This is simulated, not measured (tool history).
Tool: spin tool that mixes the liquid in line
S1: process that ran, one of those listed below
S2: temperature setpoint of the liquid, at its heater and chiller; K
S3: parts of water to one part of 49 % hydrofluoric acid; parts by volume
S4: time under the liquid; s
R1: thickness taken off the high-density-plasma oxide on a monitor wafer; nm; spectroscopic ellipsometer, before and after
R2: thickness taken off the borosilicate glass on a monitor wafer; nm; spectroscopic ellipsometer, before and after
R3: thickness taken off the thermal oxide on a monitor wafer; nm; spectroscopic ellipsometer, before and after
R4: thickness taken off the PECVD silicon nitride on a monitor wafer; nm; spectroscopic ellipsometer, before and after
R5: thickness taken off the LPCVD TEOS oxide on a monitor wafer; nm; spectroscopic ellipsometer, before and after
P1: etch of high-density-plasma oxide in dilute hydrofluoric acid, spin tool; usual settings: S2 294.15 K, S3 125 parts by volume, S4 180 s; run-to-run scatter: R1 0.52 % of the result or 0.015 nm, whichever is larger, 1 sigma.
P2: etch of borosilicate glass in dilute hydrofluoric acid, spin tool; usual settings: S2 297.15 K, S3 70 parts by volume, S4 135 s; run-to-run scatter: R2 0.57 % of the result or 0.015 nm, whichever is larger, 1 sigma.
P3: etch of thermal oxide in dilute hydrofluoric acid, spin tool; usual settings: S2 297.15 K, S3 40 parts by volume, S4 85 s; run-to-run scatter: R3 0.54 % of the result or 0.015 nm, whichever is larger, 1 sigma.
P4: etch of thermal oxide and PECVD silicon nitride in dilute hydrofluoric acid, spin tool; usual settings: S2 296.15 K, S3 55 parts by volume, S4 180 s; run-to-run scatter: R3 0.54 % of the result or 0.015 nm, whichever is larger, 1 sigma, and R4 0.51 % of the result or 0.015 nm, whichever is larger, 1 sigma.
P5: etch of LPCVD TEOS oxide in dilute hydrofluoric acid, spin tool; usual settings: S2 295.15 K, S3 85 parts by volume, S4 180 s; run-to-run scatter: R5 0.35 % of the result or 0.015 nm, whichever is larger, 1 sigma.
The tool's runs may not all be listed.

run	day	S1	S2	S3	S4	R1	R2	R3	R4	R5
1	0.246	P1	294.15	125	180	6.6047				
2	0.604	P2	297.15	70	250		81.863			
3	0.896	P1	294.15	125	180	6.6374				
4	1.421	P4	296.15	55	285			24.471	18.302	
5	1.788	P1	294.15	50	180	18.121				
6	2.346	P3	297.15	55	85			8.0925		
7	2.8	P1	294.15	125	180	6.6729				
8	3.354	P5	295.15	50	180					67.524
9	3.779	P1	290.15	215	180	2.9833				
10	4.242	P5	295.15	85	180					38.144
11	4.538	P1	294.15	125	295	10.916				
12	4.833	P3	297.15	40	25			3.3023		
13	5.1	P4	296.15	30	180			29.495	21.168	
14	5.446	P4	296.15	55	180			15.569	11.532	
15	5.921	P5	302.65	85	180					51.369
16	6.467	P1	294.15	180	180	4.3595				
17	6.875	P1	294.15	125	180	6.7012				
18	7.204	P5	295.15	85	280					59.256
19	7.504	P1	294.15	125	180	6.5288				
20	7.938	P1	301.15	125	180	8.6478				
21	8.408	P2	297.15	70	135		44.448			
22	8.817	P1	290.65	125	180	5.7479				
23	9.325	P4	304.15	55	180			21.176	19.553	
24	9.846	P5	295.15	85	180					38.031
25	10.379	P1	294.15	125	25	0.92116				
26	10.721	P2	297.15	125	135		22.979			
27	11.146	P2	292.15	70	135		35.972			
28	11.562	P3	297.15	40	85			11.311		
29	12.125	P3	297.15	40	85			11.217		
30	12.417	P3	301.15	40	85			13.351		
31	12.946	P4	296.15	55	180			15.551	11.501	
32	13.471	P1	294.15	125	180	6.5786				
33	13.804	P1	294.15	125	180	6.7086				
34	14.075	P1	294.15	125	180	6.8755				
35	14.392	P1	294.15	125	180	6.9075				
36	14.912	P1	294.15	125	180	6.9536				
37	15.279	P1	294.15	125	180	7.0225				
38	15.567	P1	294.15	125	180	7.0469				
39	15.838	P1	294.15	125	180	7.0912				
40	16.179	P1	294.15	125	180	7.0256				
41	16.717	P1	294.15	125	180	7.0376				

What P1 gives has crept away from where it was. These 2 causes fit the log equally well, each at the size given:
A: liquid hotter than its thermometer reads (K) = 1.57
B: hydrofluoric acid flow above the setpoint (%) = 5.64
The creep began at about day 13.471.

4 check runs are offered, one wafer each, their results left as question marks. Which one tells the causes apart?
check 1	17.254	P5	295.15	85	180					?
check 2	17.254	P4	296.15	55	180			?	?	
check 3	17.254	P2	297.15	70	135		?			
check 4	17.254	P3	297.15	40	85			?		

What each check would give under each cause:
check	result	if A	if B
check 1	R5	40.574	40.444
check 2	R3	16.445	16.351
check 2	R4	12.857	12.205
check 3	R2	47.037	46.874
check 4	R3	12.029	11.946
How far apart the two closest causes lie, in the result that separates them most: check 1 0.32 %; check 2 5.21 %; check 3 0.35 %; check 4 0.69 %
Check 2 tells the causes apart: in the others they would give nearly the same result.

Check 2 was then run and gave: R3 16.334 nm; R4 12.278 nm. Which cause is it?

It is B: hydrofluoric acid flow above the setpoint (%).
